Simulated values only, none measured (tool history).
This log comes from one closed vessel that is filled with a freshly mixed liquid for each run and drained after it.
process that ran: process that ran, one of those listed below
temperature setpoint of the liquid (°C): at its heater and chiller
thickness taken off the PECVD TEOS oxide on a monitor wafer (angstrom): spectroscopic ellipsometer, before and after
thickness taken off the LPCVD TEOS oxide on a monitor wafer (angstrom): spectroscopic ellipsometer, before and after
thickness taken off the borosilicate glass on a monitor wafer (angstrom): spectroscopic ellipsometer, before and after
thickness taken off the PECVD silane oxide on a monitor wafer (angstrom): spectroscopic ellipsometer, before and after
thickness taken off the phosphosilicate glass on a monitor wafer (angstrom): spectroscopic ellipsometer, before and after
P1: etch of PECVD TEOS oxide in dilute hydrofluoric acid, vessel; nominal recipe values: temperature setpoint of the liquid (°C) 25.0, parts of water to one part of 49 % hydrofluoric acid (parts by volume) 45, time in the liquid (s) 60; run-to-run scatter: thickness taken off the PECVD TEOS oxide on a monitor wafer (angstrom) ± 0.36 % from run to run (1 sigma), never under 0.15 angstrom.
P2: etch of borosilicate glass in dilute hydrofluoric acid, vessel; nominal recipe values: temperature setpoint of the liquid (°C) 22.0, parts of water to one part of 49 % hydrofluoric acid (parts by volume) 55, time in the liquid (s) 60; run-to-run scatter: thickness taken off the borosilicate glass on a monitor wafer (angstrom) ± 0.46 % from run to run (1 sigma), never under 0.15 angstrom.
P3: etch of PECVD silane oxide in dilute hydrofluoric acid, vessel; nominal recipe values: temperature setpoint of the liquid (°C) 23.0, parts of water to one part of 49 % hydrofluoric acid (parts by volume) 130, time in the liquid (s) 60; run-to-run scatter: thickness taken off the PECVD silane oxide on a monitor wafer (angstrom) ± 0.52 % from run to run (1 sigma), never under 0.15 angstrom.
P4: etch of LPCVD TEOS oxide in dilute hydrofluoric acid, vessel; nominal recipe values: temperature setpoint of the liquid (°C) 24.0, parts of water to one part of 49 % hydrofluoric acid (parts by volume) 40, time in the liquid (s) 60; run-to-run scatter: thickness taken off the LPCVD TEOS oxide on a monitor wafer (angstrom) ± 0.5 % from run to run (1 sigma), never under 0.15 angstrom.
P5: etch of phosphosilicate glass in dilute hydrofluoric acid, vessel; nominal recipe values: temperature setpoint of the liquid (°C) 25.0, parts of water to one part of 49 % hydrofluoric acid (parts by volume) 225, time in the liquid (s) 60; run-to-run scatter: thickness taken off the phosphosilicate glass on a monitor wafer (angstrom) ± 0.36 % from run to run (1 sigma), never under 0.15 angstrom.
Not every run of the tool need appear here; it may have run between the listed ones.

run   hour  process that ran  temperature setpoint of the liquid (°C)  parts of water to one part of 49 % hydrofluoric acid (parts by volume)  time in the liquid (s)  hours since the thermometer was replaced  hours since the hydrofluoric acid flow meter was replaced  thickness taken off the PECVD TEOS oxide on a monitor wafer (angstrom)  thickness taken off the LPCVD TEOS oxide on a monitor wafer (angstrom)  thickness taken off the borosilicate glass on a monitor wafer (angstrom)  thickness taken off the PECVD silane oxide on a monitor wafer (angstrom)  thickness taken off the phosphosilicate glass on a monitor wafer (angstrom)
  1    5.6                P1                                     25.0                                                                      45                      60                                    1049.2                                                     1116.5                                                                 154.440
  2    9.6                P4                                     24.0                                                                      40                      30                                    1053.2                                                     1120.5                                                                                                                                          324.48
  3   15.8                P2                                     22.0                                                                      55                      60                                    1059.4                                                     1126.7                                                                                                                                                                                                                    337.18
  4   22.0                P2                                     17.0                                                                      55                      60                                    1065.6                                                     1132.9                                                                                                                                                                                                                    272.38
  5   29.6                P1                                     25.0                                                                      45                      60                                    1073.2                                                     1140.5                                                                 153.520
  6   35.4                P1                                     25.0                                                                      45                      60                                    1079.0                                                     1146.3                                                                 153.580
  7   42.3                P2                                     22.0                                                                      55                      60                                    1085.9                                                     1153.2                                                                                                                                                                                                                    338.98
  8   50.4                P1                                     31.0                                                                      65                      60                                    1094.0                                                     1161.3                                                                 131.350
  9   56.0                P3                                     30.5                                                                     130                      60                                    1099.6                                                     1166.9                                                                                                                                                                                                                                                                                              252.43
 10   64.0                P1                                     25.0                                                                      70                      60                                    1107.6                                                     1174.9                                                                  95.880
 11   72.7                P1                                     25.0                                                                      45                      60                                    1116.3                                                     1183.6                                                                 153.930
 12   80.9                P2                                     22.0                                                                      20                      60                                    1124.5                                                     1191.8                                                                                                                                                                                                                    962.05
 13   85.5                P3                                     23.0                                                                      25                      60                                    1129.1                                                     1196.4                                                                                                                                                                                                                                                                                             1136.10
 14   92.1                P2                                     22.0                                                                      55                      30                                    1135.7                                                     1203.0                                                                                                                                                                                                                    169.01
 15   99.0                P5                                     32.5                                                                     225                      60                                    1142.6                                                     1209.9                                                                                                                                                                                                                                                                                                                                                                           642.60
 16  106.3                P5                                     25.0                                                                     225                     110                                    1149.9                                                     1217.2                                                                                                                                                                                                                                                                                                                                                                           909.11
 17  114.7                P3                                     23.0                                                                     130                      60                                    1158.3                                                     1225.6                                                                                                                                                                                                                                                                                              194.04
 18  121.1                P4                                     24.0                                                                      40                      60                                    1164.7                                                     1232.0                                                                                                                                          648.82
 19  129.4                P4                                     24.0                                                                      20                      60                                    1173.0                                                     1240.3                                                                                                                                         1318.80
 20  134.4                P1                                     19.5                                                                      25                      60                                    1178.0                                                     1245.3                                                                 225.240
 21  140.0                P1                                     25.0                                                                      45                      30                                    1183.6                                                     1250.9                                                                  76.674
 22  147.8                P3                                     23.0                                                                     130                      60                                    1191.4                                                     1258.7                                                                                                                                                                                                                                                                                              191.22
 23  155.6                P4                                     29.5                                                                      40                      60                                    1199.2                                                     1266.5                                                                                                                                          802.55
 24  162.9                P4                                     24.0                                                                      40                      60                                    1206.5                                                     1273.8                                                                                                                                          643.33
 25  169.1                P1                                     25.0                                                                      45                      95                                    1212.7                                                     1280.0                                                                 242.530
 26  174.8                P5                                     25.0                                                                      80                      60                                    1218.4                                                     1285.7                                                                                                                                                                                                                                                                                                                                                                          1652.40
 27  182.0                P3                                     23.0                                                                     130                     110                                    1225.6                                                     1292.9                                                                                                                                                                                                                                                                                              351.29
 28  187.5                P5                                     25.0                                                                     225                      60                                    1231.1                                                     1298.4                                                                                                                                                                                                                                                                                                                                                                           493.72
 29  191.3                P1                                     25.0                                                                      20                      60                                    1234.9                                                     1302.2                                                                 357.860
 30  196.3                P5                                     25.0                                                                     225                      60                                    1239.9                                                     1307.2                                                                                                                                                                                                                                                                                                                                                                           498.04
 31  200.5                P1                                     32.5                                                                      45                      60                                    1244.1                                                     1311.4                                                                 207.290
 32  204.9                P1                                     25.0                                                                      45                      60                                    1248.5                                                     1315.8                                                                 153.540
 33  211.3                P1                                     20.5                                                                      45                      60                                    1254.9                                                     1322.2                                                                 128.200
 34  216.4                P1                                     25.0                                                                      45                      60                                    1260.0                                                     1327.3                                                                 154.760
 35  223.9                P1                                     25.0                                                                      45                      60                                    1267.5                                                     1334.8                                                                 159.760
 36  229.7                P1                                     25.0                                                                      45                      60                                    1273.3                                                     1340.6                                                                 162.880
 37  236.9                P1                                     25.0                                                                      45                      60                                    1280.5                                                     1347.8                                                                 165.460
 38  242.9                P1                                     25.0                                                                      45                      60                                    1286.5                                                     1353.8                                                                 165.700
 39  250.1                P1                                     25.0                                                                      45                      60                                    1293.7                                                     1361.0                                                                 166.610
 40  255.8                P1                                     25.0                                                                      45                      60                                    1299.4                                                     1366.7                                                                 165.660
 41  264.5                P1                                     25.0                                                                      45                      60                                    1308.1                                                     1375.4                                                                 167.550
 42  270.9                P1                                     25.0                                                                      45                      60                                    1314.5                                                     1381.8                                                                 167.690

The output of P1 has drifted from where it used to be. Each of the 2 causes below, taken at the size shown beside it, accounts for the log equally well:
A: liquid hotter than its thermometer reads (K) = 2.07
B: hydrofluoric acid flow above the setpoint (%) = 8.24
The drift started at roughly hour 216.4.

Question marks stand in for the results of the 4 check runs listed below, each run on one wafer. Under which run would the listed causes show clearly different results?
check 1  277.3                P2                                     22.0                                                                      20                      35                                                                                                                                                                                                                                                                                                                              ?
check 2  277.3                P3                                     23.0                                                                      45                     100                                                                                                                                                                                                                                                                                                                                                                                                        ?
check 3  277.3                P4                                     24.0                                                                      25                      30                                                                                                                                                                                                                                                    ?
check 4  277.3                P5                                     31.0                                                                     225                      60                                                                                                                                                                                                                                                                                                                                                                                                                                                                                     ?

Check results expected under each cause:
  check                                                                       result     if A     if B
check 1     thickness taken off the borosilicate glass on a monitor wafer (angstrom)   614.04   609.76
check 2     thickness taken off the PECVD silane oxide on a monitor wafer (angstrom)  1117.00  1115.00
check 3       thickness taken off the LPCVD TEOS oxide on a monitor wafer (angstrom)   573.46   570.75
check 4  thickness taken off the phosphosilicate glass on a monitor wafer (angstrom)   651.94   672.91
Smallest distance between any two causes, each pair judged by its most separating result, in per cent: check 1 0.7 %; check 2 0.18 %; check 3 0.47 %; check 4 3.17 %
Only in check 4 would the causes give clearly different results; in the remaining checks their results would be nearly the same.

After running check 4, the following was obtained: thickness taken off the phosphosilicate glass on a monitor wafer (angstrom) 674.82. Which cause does this point to?

It was cause B: hydrofluoric acid flow above the setpoint (%).
